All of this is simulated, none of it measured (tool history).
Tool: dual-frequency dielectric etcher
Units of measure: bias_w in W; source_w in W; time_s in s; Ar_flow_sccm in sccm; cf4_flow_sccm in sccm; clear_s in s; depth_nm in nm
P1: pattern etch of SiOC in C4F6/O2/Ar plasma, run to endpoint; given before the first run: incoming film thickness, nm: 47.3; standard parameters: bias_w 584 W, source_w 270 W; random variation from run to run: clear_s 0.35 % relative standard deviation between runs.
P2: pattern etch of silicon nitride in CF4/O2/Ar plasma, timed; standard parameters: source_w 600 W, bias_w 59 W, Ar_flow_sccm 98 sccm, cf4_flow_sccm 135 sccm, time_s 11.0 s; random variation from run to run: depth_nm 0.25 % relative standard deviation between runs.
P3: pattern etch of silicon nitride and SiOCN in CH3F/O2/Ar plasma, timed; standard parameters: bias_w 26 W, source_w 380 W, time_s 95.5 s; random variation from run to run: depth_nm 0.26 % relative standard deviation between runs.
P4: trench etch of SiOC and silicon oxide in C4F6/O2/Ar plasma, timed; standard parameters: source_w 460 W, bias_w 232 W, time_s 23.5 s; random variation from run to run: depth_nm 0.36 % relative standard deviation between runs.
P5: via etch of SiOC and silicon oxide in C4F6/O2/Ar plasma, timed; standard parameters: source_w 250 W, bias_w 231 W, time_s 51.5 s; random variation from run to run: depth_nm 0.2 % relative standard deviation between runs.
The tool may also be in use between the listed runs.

run    day  process  bias_w  source_w  time_s  Ar_flow_sccm  cf4_flow_sccm  hours since the last wet clean  hours since the last bias power generator calibration  hours since the last source power generator calibration  clear_s  depth_nm
  1  0.204       P1     584       270                                                                201.6                                                 1072.2                                                   2399.1   17.128
  2  0.512       P5     231       250    33.0                                                        209.0                                                 1079.6                                                   2406.5             33.522
  3  0.704       P1     584       270                                                                213.6                                                 1084.2                                                   2411.1   17.168
  4  0.917       P4     232       460    32.5                                                        218.7                                                 1089.3                                                   2416.2             73.325
  5  1.075       P5     322       250    51.5                                                        222.5                                                 1093.1                                                   2420.0             58.998
  6  1.321       P2      34       600    11.0            98            135                           228.4                                                 1099.0                                                   2425.9             22.566
  7  1.550       P5     231       250    51.5                                                        233.9                                                 1104.5                                                   2431.4             52.336
  8  1.754       P3      35       380    95.5                                                        238.8                                                 1109.4                                                   2436.3             15.712
  9  1.925       P1     584       340                                                                242.9                                                 1113.5                                                   2440.4   15.854
 10  2.100       P2      59       730    11.0            98            135                           247.1                                                 1117.7                                                   2444.6             32.379
 11  2.267       P1     340       270                                                                251.1                                                 1121.7                                                   2448.6   21.083
 12  2.583       P1     584       270                                                                258.7                                                 1129.3                                                   2456.2   17.245
 13  2.800       P3      26       380   134.5                                                        263.9                                                 1134.5                                                   2461.4             19.378
 14  3.042       P1     584       170                                                                269.7                                                 1140.3                                                   2467.2   20.283
 15  3.279       P4     232       460    23.5                                                        275.4                                                 1146.0                                                   2472.9             53.087
 16  3.538       P3      26       230    95.5                                                        281.6                                                 1152.2                                                   2479.1             11.622
 17  3.692       P1     766       190                                                                285.3                                                 1155.9                                                   2482.8   17.508
 18  3.942       P5     231       350    51.5                                                        291.3                                                 1161.9                                                   2488.8             59.202
 19  4.179       P2      59       600    11.0            98            135                           297.0                                                 1167.6                                                   2494.5             27.350
 20  4.379       P1     584       270                                                                301.8                                                 1172.4                                                   2499.3   17.141
 21  4.562       P2      59       600    11.0            98            135                           306.2                                                 1176.8                                                   2503.7             27.276
 22  4.738       P2      59       600    11.0            76            135                           310.4                                                 1181.0                                                   2507.9             28.017
 23  4.946       P4     188       460    23.5                                                        315.4                                                 1186.0                                                   2512.9             49.799
 24  5.133       P1     709       270                                                                319.9                                                 1190.5                                                   2517.4   15.872
 25  5.383       P4     232       570    23.5                                                        325.9                                                 1196.5                                                   2523.4             57.978
 26  5.554       P3      26       380    95.5                                                        330.0                                                 1200.6                                                   2527.5             13.663
 27  5.838       P1     729       180                                                                336.8                                                 1207.4                                                   2534.3   18.208
 28  5.988       P2      59       600    11.0            98            189                           340.4                                                 1211.0                                                   2537.9             28.226
 29  6.233       P1     698       220                                                                346.3                                                 1216.9                                                   2543.8   17.226
 30  6.483       P2      59       600     6.0            98            135                           352.3                                                 1222.9                                                   2549.8             14.877
 31  6.783       P1     584       270                                                                359.5                                                 1230.1                                                   2557.0   17.185
 32  6.929       P1     584       270                                                                363.0                                                 1233.6                                                   2560.5   17.048
 33  7.212       P1     584       270                                                                369.8                                                 1240.4                                                   2567.3   16.918
     7.429  -- wet clean of the chamber
 34  7.462       P1     584       270                                                                  0.8                                                 1246.4                                                   2573.3   16.950
 35  7.679       P1     584       270                                                                  6.0                                                 1251.6                                                   2578.5   16.903
 36  7.958       P1     584       270                                                                 12.7                                                 1258.3                                                   2585.2   16.883
 37  8.225       P1     584       270                                                                 19.1                                                 1264.7                                                   2591.6   16.834

Compared with where it was, what P1 gives has crept away. Each cause listed below fits the log as well as the rest, at the size given for it:
A: source power that arrives over what is set, % = 4.88
B: bias power that arrives over what is set, % = 4.56
At approximately day 6.783, the process output began to creep.
Each remaining cause and why it is not a fit:
chamber walls in a state that raises the etch rate, %: serviced at day 7.429, after the drift had started, without restoring the earlier output

Each of the 4 check runs below uses one wafer; its results are left as question marks. Which run tells the causes apart?
check 1  8.492       P4     232       460    28.0                                                                                                                                                                                               ?
check 2  8.492       P3      30       300    95.5                                                                                                                                                                                               ?
check 3  8.492       P5     302       350    51.5                                                                                                                                                                                               ?
check 4  8.492       P2      35       600    11.0            98            135                                                                                                                                                                  ?

What every check run would give for each of its results, assuming each possible cause in turn:
  check    result    if A    if B
check 1  depth_nm  64.568  64.339
check 2  depth_nm  13.705  13.777
check 3  depth_nm  66.313  66.187
check 4  depth_nm  23.770  23.120
How far apart the two closest causes lie, in the result that separates them most: check 1 0.35 %; check 2 0.53 %; check 3 0.19 %; check 4 2.77 %
The causes can be told apart only by check 4. The other checks would give nearly the same results under each of them.

Running check 4 produced the following: depth_nm 23.122 nm. Which one of the listed causes fits?

B is the cause: bias power that arrives over what is set, %.
